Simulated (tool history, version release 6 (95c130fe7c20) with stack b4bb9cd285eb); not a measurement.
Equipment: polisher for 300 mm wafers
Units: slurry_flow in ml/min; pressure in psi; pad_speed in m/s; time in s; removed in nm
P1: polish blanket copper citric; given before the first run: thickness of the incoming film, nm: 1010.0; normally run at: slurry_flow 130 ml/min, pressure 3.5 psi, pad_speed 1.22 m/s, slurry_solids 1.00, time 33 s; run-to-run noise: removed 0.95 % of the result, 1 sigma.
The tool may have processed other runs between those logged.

run	hour	slurry_flow	pressure	pad_speed	slurry_solids	time	wafers polished on this pad	hours since the slurry nozzle was cleaned	hours since the head pressure was calibrated	hours since the slurry blender was calibrated	removed
1	5.0	130	3.5	1.22	1.00	33	229	289.8	530.8	239.8	84.709
2	9.1	130	3.5	1.22	1.00	22	285	293.9	534.9	243.9	56.835
3	15.4	130	3.5	1.22	1.00	33	372	300.2	541.2	250.2	84.268
4	22.0	130	3.5	1.22	1.00	33	463	306.8	547.8	256.8	85.196
5	27.6	130	3.5	1.22	0.50	33	540	312.4	553.4	262.4	74.339
6	34.8	130	3.5	1.22	1.00	43	639	319.6	560.6	269.6	111.120
7	39.6	80	3.5	1.22	1.00	33	705	324.4	565.4	274.4	76.068
8	47.2	175	3.5	1.22	1.00	33	809	332.0	573.0	282.0	89.022
9	51.1	130	3.5	1.64	1.00	15	863	335.9	576.9	285.9	51.632
10	56.1	130	3.5	1.72	1.00	33	932	340.9	581.9	290.9	118.760
11	63.0	130	3.5	1.22	1.45	33	1026	347.8	588.8	297.8	92.228
12	69.8	130	4.7	1.22	1.00	33	1120	354.6	595.6	304.6	112.690
13	76.1	130	3.5	1.22	0.80	52	1206	360.9	601.9	310.9	127.670
14	81.8	130	1.7	1.22	1.00	33	1285	366.6	607.6	316.6	41.661
15	89.0	130	3.5	1.22	1.00	33	1384	373.8	614.8	323.8	85.928
16	95.3	130	3.5	0.54	1.00	33	1470	380.1	621.1	330.1	39.040

Forecast run 17:
17	100.8	80	5.1	1.22	1.00	33	1546	385.6	626.6	335.6	?

Run 17 produced removed 108.320 nm.
